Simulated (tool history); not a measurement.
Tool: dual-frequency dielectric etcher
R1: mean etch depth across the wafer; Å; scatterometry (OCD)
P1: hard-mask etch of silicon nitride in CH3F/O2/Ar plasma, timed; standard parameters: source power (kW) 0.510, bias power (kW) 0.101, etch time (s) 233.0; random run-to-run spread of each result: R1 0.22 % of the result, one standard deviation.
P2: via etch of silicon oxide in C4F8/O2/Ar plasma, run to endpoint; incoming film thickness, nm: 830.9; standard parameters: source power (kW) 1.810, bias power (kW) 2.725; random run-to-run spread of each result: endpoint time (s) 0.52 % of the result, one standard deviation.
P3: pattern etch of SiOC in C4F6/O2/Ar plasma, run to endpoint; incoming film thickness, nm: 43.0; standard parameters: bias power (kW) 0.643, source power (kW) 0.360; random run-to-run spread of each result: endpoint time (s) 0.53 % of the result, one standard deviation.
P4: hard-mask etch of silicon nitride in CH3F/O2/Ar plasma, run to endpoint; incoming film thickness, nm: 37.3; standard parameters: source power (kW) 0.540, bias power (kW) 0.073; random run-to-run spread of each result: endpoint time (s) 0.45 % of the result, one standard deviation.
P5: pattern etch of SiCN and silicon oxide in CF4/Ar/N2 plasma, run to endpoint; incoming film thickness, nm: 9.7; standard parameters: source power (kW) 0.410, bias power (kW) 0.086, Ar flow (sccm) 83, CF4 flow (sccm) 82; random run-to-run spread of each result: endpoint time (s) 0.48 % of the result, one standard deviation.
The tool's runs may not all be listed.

{"run": 1, "hour": 10.6, "process that ran": "P1", "source power (kW)": 0.51, "bias power (kW)": 0.101, "etch time (s)": 233.0, "R1": 2114.4}
{"run": 2, "hour": 23.1, "process that ran": "P1", "source power (kW)": 0.51, "bias power (kW)": 0.101, "etch time (s)": 233.0, "R1": 2113.7}
{"run": 3, "hour": 32.6, "process that ran": "P4", "source power (kW)": 0.54, "bias power (kW)": 0.073, "endpoint time (s)": 47.238}
{"run": 4, "hour": 45.5, "process that ran": "P1", "source power (kW)": 0.51, "bias power (kW)": 0.101, "etch time (s)": 301.5, "R1": 2739.3}
{"run": 5, "hour": 60.3, "process that ran": "P2", "source power (kW)": 1.09, "bias power (kW)": 2.725, "endpoint time (s)": 190.29}
{"run": 6, "hour": 73.8, "process that ran": "P1", "source power (kW)": 0.71, "bias power (kW)": 0.101, "etch time (s)": 150.5, "R1": 1541.7}
{"run": 7, "hour": 82.5, "process that ran": "P1", "source power (kW)": 0.51, "bias power (kW)": 0.07, "etch time (s)": 233.0, "R1": 1857.4}
{"run": 8, "hour": 91.1, "process that ran": "P1", "source power (kW)": 0.37, "bias power (kW)": 0.101, "etch time (s)": 171.5, "R1": 1381.0}
{"run": 9, "hour": 99.4, "process that ran": "P4", "source power (kW)": 0.54, "bias power (kW)": 0.073, "endpoint time (s)": 46.684}
{"run": 10, "hour": 114.8, "process that ran": "P1", "source power (kW)": 0.51, "bias power (kW)": 0.101, "etch time (s)": 233.0, "R1": 2105.7}
{"run": 11, "hour": 126.3, "process that ran": "P5", "source power (kW)": 0.41, "bias power (kW)": 0.086, "Ar flow (sccm)": 60, "CF4 flow (sccm)": 82, "endpoint time (s)": 10.445}
{"run": 12, "hour": 139.8, "process that ran": "P1", "source power (kW)": 0.69, "bias power (kW)": 0.101, "etch time (s)": 233.0, "R1": 2363.9}
{"run": 13, "hour": 147.7, "process that ran": "P5", "source power (kW)": 0.41, "bias power (kW)": 0.055, "Ar flow (sccm)": 83, "CF4 flow (sccm)": 82, "endpoint time (s)": 12.53}
{"run": 14, "hour": 156.8, "process that ran": "P3", "source power (kW)": 0.36, "bias power (kW)": 0.396, "endpoint time (s)": 16.019}
{"run": 15, "hour": 166.4, "process that ran": "P1", "source power (kW)": 0.51, "bias power (kW)": 0.101, "etch time (s)": 233.0, "R1": 2103.4}
{"run": 16, "hour": 175.0, "process that ran": "P1", "source power (kW)": 0.51, "bias power (kW)": 0.101, "etch time (s)": 233.0, "R1": 2107.1}
{"run": 17, "hour": 191.1, "process that ran": "P4", "source power (kW)": 0.54, "bias power (kW)": 0.048, "endpoint time (s)": 53.903}
{"run": 18, "hour": 199.1, "process that ran": "P2", "source power (kW)": 1.81, "bias power (kW)": 2.725, "endpoint time (s)": 155.75}
{"run": 19, "hour": 207.1, "process that ran": "P2", "source power (kW)": 1.81, "bias power (kW)": 1.879, "endpoint time (s)": 172.28}
{"run": 20, "hour": 223.3, "process that ran": "P1", "source power (kW)": 0.38, "bias power (kW)": 0.101, "etch time (s)": 233.0, "R1": 1885.4}
{"run": 21, "hour": 233.3, "process that ran": "P3", "source power (kW)": 0.47, "bias power (kW)": 0.643, "endpoint time (s)": 12.212}
{"run": 22, "hour": 242.2, "process that ran": "P4", "source power (kW)": 0.37, "bias power (kW)": 0.073, "endpoint time (s)": 54.119}
{"run": 23, "hour": 252.7, "process that ran": "P5", "source power (kW)": 0.41, "bias power (kW)": 0.086, "Ar flow (sccm)": 83, "CF4 flow (sccm)": 82, "endpoint time (s)": 10.913}
{"run": 24, "hour": 262.7, "process that ran": "P5", "source power (kW)": 0.28, "bias power (kW)": 0.086, "Ar flow (sccm)": 83, "CF4 flow (sccm)": 82, "endpoint time (s)": 15.387}
{"run": 25, "hour": 273.3, "process that ran": "P1", "source power (kW)": 0.51, "bias power (kW)": 0.126, "etch time (s)": 233.0, "R1": 2283.2}
{"run": 26, "hour": 285.3, "process that ran": "P3", "source power (kW)": 0.36, "bias power (kW)": 0.643, "endpoint time (s)": 13.405}
{"run": 27, "hour": 299.8, "process that ran": "P5", "source power (kW)": 0.41, "bias power (kW)": 0.086, "Ar flow (sccm)": 83, "CF4 flow (sccm)": 107, "endpoint time (s)": 10.595}
{"run": 28, "hour": 309.5, "process that ran": "P1", "source power (kW)": 0.51, "bias power (kW)": 0.101, "etch time (s)": 138.0, "R1": 1249.1}
{"run": 29, "hour": 320.8, "process that ran": "P1", "source power (kW)": 0.51, "bias power (kW)": 0.101, "etch time (s)": 233.0, "R1": 2109.6}
{"run": 30, "hour": 331.0, "process that ran": "P1", "source power (kW)": 0.51, "bias power (kW)": 0.101, "etch time (s)": 233.0, "R1": 2089.5}
{"run": 31, "hour": 342.0, "process that ran": "P1", "source power (kW)": 0.51, "bias power (kW)": 0.101, "etch time (s)": 233.0, "R1": 2078.1}
{"run": 32, "hour": 349.3, "process that ran": "P1", "source power (kW)": 0.51, "bias power (kW)": 0.101, "etch time (s)": 233.0, "R1": 2075.9}
{"run": 33, "hour": 365.7, "process that ran": "P1", "source power (kW)": 0.51, "bias power (kW)": 0.101, "etch time (s)": 233.0, "R1": 2079.9}
{"hour": 366.6, "done": "wet clean of the chamber"}
{"run": 34, "hour": 376.5, "process that ran": "P1", "source power (kW)": 0.51, "bias power (kW)": 0.101, "etch time (s)": 233.0, "R1": 2075.3}
{"run": 35, "hour": 388.6, "process that ran": "P1", "source power (kW)": 0.51, "bias power (kW)": 0.101, "etch time (s)": 233.0, "R1": 2071.0}

The log shows P1 creeping away from where it was. Any of the 2 causes listed here, at the size stated for it, fits the log just as well as the others:
A: bias power that arrives under what is set, % = 4.64
B: source power that arrives under what is set, % = 4.49
The drift started at roughly hour 320.8.
Excluded causes, each with its reason:
chamber walls in a state that lowers the etch rate, %: work on it at hour 366.6, done after the drift set in, did not restore what the process gave before

Below are 4 check runs, each averaged over 2 wafers, with their results shown as question marks. Which of them would give clearly different results depending on which cause is behind the drift?
{"run": "check 1", "hour": 400.7, "process that ran": "P2", "source power (kW)": 1.81, "bias power (kW)": 2.725, "endpoint time (s)": "?"}
{"run": "check 2", "hour": 400.7, "process that ran": "P5", "source power (kW)": 0.41, "bias power (kW)": 0.086, "Ar flow (sccm)": 83, "CF4 flow (sccm)": 82, "endpoint time (s)": "?"}
{"run": "check 3", "hour": 400.7, "process that ran": "P4", "source power (kW)": 0.54, "bias power (kW)": 0.073, "endpoint time (s)": "?"}
{"run": "check 4", "hour": 400.7, "process that ran": "P3", "source power (kW)": 0.36, "bias power (kW)": 0.643, "endpoint time (s)": "?"}

What each check would give under each cause:
check=check_1 result=endpoint_time_(s) if_A=157.930 if_B=158.480
check=check_2 result=endpoint_time_(s) if_A=11.097 if_B=11.374
check=check_3 result=endpoint_time_(s) if_A=47.622 if_B=47.702
check=check_4 result=endpoint_time_(s) if_A=13.608 if_B=13.586
Minimum pairwise separation of causes per check, each pair taken at its best-separating result: check 1 0.35 %; check 2 2.46 %; check 3 0.17 %; check 4 0.17 %
Only check 2 tells the causes apart: in the others they would give nearly the same result.

Running check 2 produced the following: endpoint time (s) 11.350. Which one of the listed causes fits?

The correct cause is B, namely: source power that arrives under what is set, %.

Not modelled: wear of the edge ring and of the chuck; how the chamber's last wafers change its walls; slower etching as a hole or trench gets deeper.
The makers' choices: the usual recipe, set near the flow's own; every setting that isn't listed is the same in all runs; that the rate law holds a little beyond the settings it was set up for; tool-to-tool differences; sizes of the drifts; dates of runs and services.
